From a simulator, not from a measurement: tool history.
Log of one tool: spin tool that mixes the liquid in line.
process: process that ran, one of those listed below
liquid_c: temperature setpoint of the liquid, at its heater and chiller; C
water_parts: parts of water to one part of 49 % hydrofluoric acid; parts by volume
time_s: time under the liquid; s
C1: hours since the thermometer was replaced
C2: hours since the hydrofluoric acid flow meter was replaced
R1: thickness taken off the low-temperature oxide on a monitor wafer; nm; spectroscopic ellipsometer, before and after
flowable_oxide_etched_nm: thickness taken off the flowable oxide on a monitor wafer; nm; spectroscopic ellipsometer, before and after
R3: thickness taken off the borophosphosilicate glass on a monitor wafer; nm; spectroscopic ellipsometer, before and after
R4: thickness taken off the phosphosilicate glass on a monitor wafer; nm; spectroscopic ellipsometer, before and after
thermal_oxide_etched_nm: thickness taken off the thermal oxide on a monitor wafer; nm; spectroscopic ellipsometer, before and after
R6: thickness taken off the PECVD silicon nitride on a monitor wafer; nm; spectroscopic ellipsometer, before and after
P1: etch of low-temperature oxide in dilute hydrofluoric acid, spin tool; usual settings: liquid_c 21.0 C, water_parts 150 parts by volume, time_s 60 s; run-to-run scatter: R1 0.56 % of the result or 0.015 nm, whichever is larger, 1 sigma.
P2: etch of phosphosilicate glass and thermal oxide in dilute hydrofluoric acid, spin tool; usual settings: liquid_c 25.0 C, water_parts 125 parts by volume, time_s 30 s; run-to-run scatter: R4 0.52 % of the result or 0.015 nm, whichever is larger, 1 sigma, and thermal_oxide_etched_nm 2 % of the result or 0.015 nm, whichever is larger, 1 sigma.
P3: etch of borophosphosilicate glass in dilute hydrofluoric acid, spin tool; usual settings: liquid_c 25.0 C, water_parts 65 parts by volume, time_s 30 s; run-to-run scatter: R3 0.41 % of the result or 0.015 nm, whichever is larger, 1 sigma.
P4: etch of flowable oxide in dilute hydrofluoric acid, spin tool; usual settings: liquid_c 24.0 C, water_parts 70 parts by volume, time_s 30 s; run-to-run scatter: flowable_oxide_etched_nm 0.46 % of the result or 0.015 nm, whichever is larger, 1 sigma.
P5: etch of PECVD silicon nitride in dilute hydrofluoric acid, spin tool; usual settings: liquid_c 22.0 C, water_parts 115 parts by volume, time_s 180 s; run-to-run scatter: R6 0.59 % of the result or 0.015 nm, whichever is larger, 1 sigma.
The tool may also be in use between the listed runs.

run 1 hour=3.2 | process=P1 liquid_c=21.0 water_parts=150 time_s=60 | C1=672.4 C2=502.7 | R1=4.5945
run 2 hour=8.9 | process=P4 liquid_c=24.0 water_parts=70 time_s=30 | C1=678.1 C2=508.4 | flowable_oxide_etched_nm=25.163
run 3 hour=12.0 | process=P3 liquid_c=31.5 water_parts=65 time_s=30 | C1=681.2 C2=511.5 | R3=41.903
run 4 hour=17.7 | process=P2 liquid_c=29.0 water_parts=125 time_s=30 | C1=686.9 C2=517.2 | R4=20.348 thermal_oxide_etched_nm=1.3177
run 5 hour=22.0 | process=P1 liquid_c=17.0 water_parts=150 time_s=60 | C1=691.2 C2=521.5 | R1=3.9243
run 6 hour=25.7 | process=P1 liquid_c=21.0 water_parts=45 time_s=105 | C1=694.9 C2=525.2 | R1=30.3730
run 7 hour=29.5 | process=P4 liquid_c=24.0 water_parts=95 time_s=30 | C1=698.7 C2=529.0 | flowable_oxide_etched_nm=17.840
run 8 hour=34.0 | process=P1 liquid_c=24.5 water_parts=150 time_s=100 | C1=703.2 C2=533.5 | R1=8.7148
run 9 hour=38.1 | process=P3 liquid_c=25.0 water_parts=110 time_s=30 | C1=707.3 C2=537.6 | R3=18.094
run 10 hour=41.1 | process=P1 liquid_c=21.0 water_parts=150 time_s=15 | C1=710.3 C2=540.6 | R1=1.1638
run 11 hour=46.3 | process=P3 liquid_c=25.0 water_parts=65 time_s=30 | C1=715.5 C2=545.8 | R3=32.385
run 12 hour=51.7 | process=P5 liquid_c=22.0 water_parts=115 time_s=180 | C1=720.9 C2=551.2 | R6=3.87030
run 13 hour=55.4 | process=P5 liquid_c=22.0 water_parts=115 time_s=45 | C1=724.6 C2=554.9 | R6=0.98213
run 14 hour=59.0 | process=P4 liquid_c=24.0 water_parts=70 time_s=60 | C1=728.2 C2=558.5 | flowable_oxide_etched_nm=50.128
run 15 hour=63.5 | process=P2 liquid_c=25.0 water_parts=65 time_s=30 | C1=732.7 C2=563.0 | R4=36.260 thermal_oxide_etched_nm=2.2625
run 16 hour=68.6 | process=P1 liquid_c=21.0 water_parts=150 time_s=60 | C1=737.8 C2=568.1 | R1=4.5836
run 17 hour=74.6 | process=P1 liquid_c=21.0 water_parts=150 time_s=60 | C1=743.8 C2=574.1 | R1=4.6415
run 18 hour=77.4 | process=P4 liquid_c=18.0 water_parts=70 time_s=30 | C1=746.6 C2=576.9 | flowable_oxide_etched_nm=19.428
run 19 hour=82.6 | process=P1 liquid_c=21.0 water_parts=150 time_s=60 | C1=751.8 C2=582.1 | R1=4.5554
-- hour=83.9 hydrofluoric acid flow meter replaced
run 20 hour=86.5 | process=P3 liquid_c=25.0 water_parts=65 time_s=55 | C1=755.7 C2=2.7 | R3=59.629
run 21 hour=92.6 | process=P3 liquid_c=25.0 water_parts=65 time_s=30 | C1=761.8 C2=8.8 | R3=32.674
run 22 hour=97.8 | process=P5 liquid_c=22.0 water_parts=165 time_s=180 | C1=767.0 C2=14.0 | R6=2.75090
run 23 hour=101.9 | process=P5 liquid_c=17.0 water_parts=115 time_s=180 | C1=771.1 C2=18.1 | R6=2.78400
run 24 hour=107.4 | process=P4 liquid_c=24.0 water_parts=70 time_s=30 | C1=776.6 C2=23.6 | flowable_oxide_etched_nm=25.016
run 25 hour=113.4 | process=P2 liquid_c=25.0 water_parts=125 time_s=30 | C1=782.6 C2=29.6 | R4=17.305 thermal_oxide_etched_nm=1.1322
run 26 hour=116.8 | process=P1 liquid_c=21.0 water_parts=250 time_s=60 | C1=786.0 C2=33.0 | R1=2.4943
run 27 hour=120.6 | process=P1 liquid_c=28.0 water_parts=150 time_s=60 | C1=789.8 C2=36.8 | R1=5.9433
run 28 hour=123.6 | process=P1 liquid_c=21.0 water_parts=150 time_s=90 | C1=792.8 C2=39.8 | R1=6.9505
run 29 hour=127.6 | process=P1 liquid_c=21.0 water_parts=150 time_s=60 | C1=796.8 C2=43.8 | R1=4.5800
run 30 hour=131.3 | process=P2 liquid_c=25.0 water_parts=125 time_s=45 | C1=800.5 C2=47.5 | R4=26.594 thermal_oxide_etched_nm=1.7009
run 31 hour=134.9 | process=P1 liquid_c=21.0 water_parts=85 time_s=60 | C1=804.1 C2=51.1 | R1=8.6992
run 32 hour=139.0 | process=P1 liquid_c=21.0 water_parts=150 time_s=60 | C1=808.2 C2=55.2 | R1=4.6165
run 33 hour=144.1 | process=P1 liquid_c=21.0 water_parts=150 time_s=60 | C1=813.3 C2=60.3 | R1=4.7496
run 34 hour=148.3 | process=P1 liquid_c=21.0 water_parts=150 time_s=60 | C1=817.5 C2=64.5 | R1=4.7989
run 35 hour=151.7 | process=P1 liquid_c=21.0 water_parts=150 time_s=60 | C1=820.9 C2=67.9 | R1=4.9031
run 36 hour=155.1 | process=P1 liquid_c=21.0 water_parts=150 time_s=60 | C1=824.3 C2=71.3 | R1=4.8840
run 37 hour=158.4 | process=P1 liquid_c=21.0 water_parts=150 time_s=60 | C1=827.6 C2=74.6 | R1=4.9341
run 38 hour=163.3 | process=P1 liquid_c=21.0 water_parts=150 time_s=60 | C1=832.5 C2=79.5 | R1=4.9539

What P1 gives has crept away from where it was. These 2 causes fit the log equally well, each at the size given:
A: liquid hotter than its thermometer reads (K) = 1.72
B: hydrofluoric acid flow above the setpoint (%) = 5.96
The creep began at about hour 139.0.

4 check runs are offered, one wafer each, their results left as question marks. Which one tells the causes apart?
run check 1 hour=168.2 | process=P5 liquid_c=22.0 water_parts=115 time_s=180 | R6=?
run check 2 hour=168.2 | process=P4 liquid_c=24.0 water_parts=70 time_s=30 | flowable_oxide_etched_nm=?
run check 3 hour=168.2 | process=P2 liquid_c=25.0 water_parts=125 time_s=30 | R4=? thermal_oxide_etched_nm=?
run check 4 hour=168.2 | process=P3 liquid_c=25.0 water_parts=65 time_s=30 | R3=?

What each check would give under each cause:
check=check_1 result=R6 if_A=4.35250 if_B=4.11200
check=check_2 result=flowable_oxide_etched_nm if_A=26.808 if_B=26.644
check=check_3 result=R4 if_A=18.666 if_B=18.679
check=check_3 result=thermal_oxide_etched_nm if_A=1.1981 if_B=1.1989
check=check_4 result=R3 if_A=34.800 if_B=34.590
How far apart the two closest causes lie, in the result that separates them most: check 1 5.68 %; check 2 0.62 %; check 3 0.07 %; check 4 0.6 %
Only check 1 tells the causes apart: in the others they would give nearly the same result.

Check 1 was then run and gave: R6 4.36600 nm. Which cause is it?

It is A: liquid hotter than its thermometer reads (K).

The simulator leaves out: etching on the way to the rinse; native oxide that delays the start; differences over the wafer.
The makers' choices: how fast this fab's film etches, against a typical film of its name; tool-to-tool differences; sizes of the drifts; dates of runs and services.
